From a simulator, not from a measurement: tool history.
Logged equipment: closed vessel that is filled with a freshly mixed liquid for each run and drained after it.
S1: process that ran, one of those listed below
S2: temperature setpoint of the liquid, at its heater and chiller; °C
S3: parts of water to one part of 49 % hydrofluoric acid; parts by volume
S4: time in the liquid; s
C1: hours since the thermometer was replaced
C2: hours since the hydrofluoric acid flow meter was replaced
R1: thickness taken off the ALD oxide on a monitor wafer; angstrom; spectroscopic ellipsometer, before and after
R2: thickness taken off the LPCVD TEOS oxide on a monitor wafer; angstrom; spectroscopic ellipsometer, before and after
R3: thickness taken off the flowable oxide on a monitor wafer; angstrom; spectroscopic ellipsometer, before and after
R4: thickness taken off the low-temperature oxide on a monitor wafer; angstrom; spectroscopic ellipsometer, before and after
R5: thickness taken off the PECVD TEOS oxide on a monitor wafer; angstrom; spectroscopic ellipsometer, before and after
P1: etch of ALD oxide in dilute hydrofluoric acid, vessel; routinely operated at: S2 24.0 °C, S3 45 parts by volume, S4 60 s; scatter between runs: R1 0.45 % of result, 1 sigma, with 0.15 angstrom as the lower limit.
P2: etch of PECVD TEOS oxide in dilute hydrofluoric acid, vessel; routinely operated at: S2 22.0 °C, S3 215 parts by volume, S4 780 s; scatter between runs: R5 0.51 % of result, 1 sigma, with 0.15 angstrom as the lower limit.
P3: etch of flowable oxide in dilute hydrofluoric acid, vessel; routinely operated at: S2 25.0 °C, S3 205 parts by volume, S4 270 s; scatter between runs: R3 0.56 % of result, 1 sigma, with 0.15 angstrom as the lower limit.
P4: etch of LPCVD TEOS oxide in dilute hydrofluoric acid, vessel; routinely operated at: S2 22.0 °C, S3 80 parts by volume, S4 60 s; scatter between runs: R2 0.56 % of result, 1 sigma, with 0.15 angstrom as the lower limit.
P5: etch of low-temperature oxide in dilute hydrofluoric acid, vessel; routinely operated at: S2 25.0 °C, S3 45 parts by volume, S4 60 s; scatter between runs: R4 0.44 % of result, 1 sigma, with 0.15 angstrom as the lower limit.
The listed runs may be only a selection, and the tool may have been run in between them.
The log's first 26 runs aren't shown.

Run 27, hour 318.3: S1 P4, S2 22.0 °C, S3 80 parts by volume, S4 60 s; C1 774.7; C2 530.2. Result: R2 140.46 angstrom.
Run 28, hour 329.4: S1 P4, S2 22.0 °C, S3 80 parts by volume, S4 115 s; C1 785.8; C2 541.3. Result: R2 271.61 angstrom.
Run 29, hour 337.4: S1 P3, S2 25.0 °C, S3 205 parts by volume, S4 270 s; C1 793.8; C2 549.3. Result: R3 354.58 angstrom.
Run 30, hour 348.1: S1 P2, S2 22.0 °C, S3 215 parts by volume, S4 185 s; C1 804.5; C2 560.0. Result: R5 89.139 angstrom.
Run 31, hour 358.1: S1 P1, S2 24.0 °C, S3 45 parts by volume, S4 60 s; C1 814.5; C2 570.0. Result: R1 282.92 angstrom.
Run 32, hour 367.9: S1 P1, S2 24.0 °C, S3 45 parts by volume, S4 60 s; C1 824.3; C2 579.8. Result: R1 285.36 angstrom.
Run 33, hour 380.1: S1 P1, S2 24.0 °C, S3 70 parts by volume, S4 60 s; C1 836.5; C2 592.0. Result: R1 178.02 angstrom.
Run 34, hour 390.9: S1 P1, S2 24.0 °C, S3 45 parts by volume, S4 60 s; C1 847.3; C2 602.8. Result: R1 285.66 angstrom.

Run 35 comes next. What will it give?
Run 35, hour 403.9: S1 P1, S2 24.0 °C, S3 45 parts by volume, S4 60 s; C1 860.3; C2 615.8. Result: R1 ?.

{"run 35": {"R1": 273.82}}

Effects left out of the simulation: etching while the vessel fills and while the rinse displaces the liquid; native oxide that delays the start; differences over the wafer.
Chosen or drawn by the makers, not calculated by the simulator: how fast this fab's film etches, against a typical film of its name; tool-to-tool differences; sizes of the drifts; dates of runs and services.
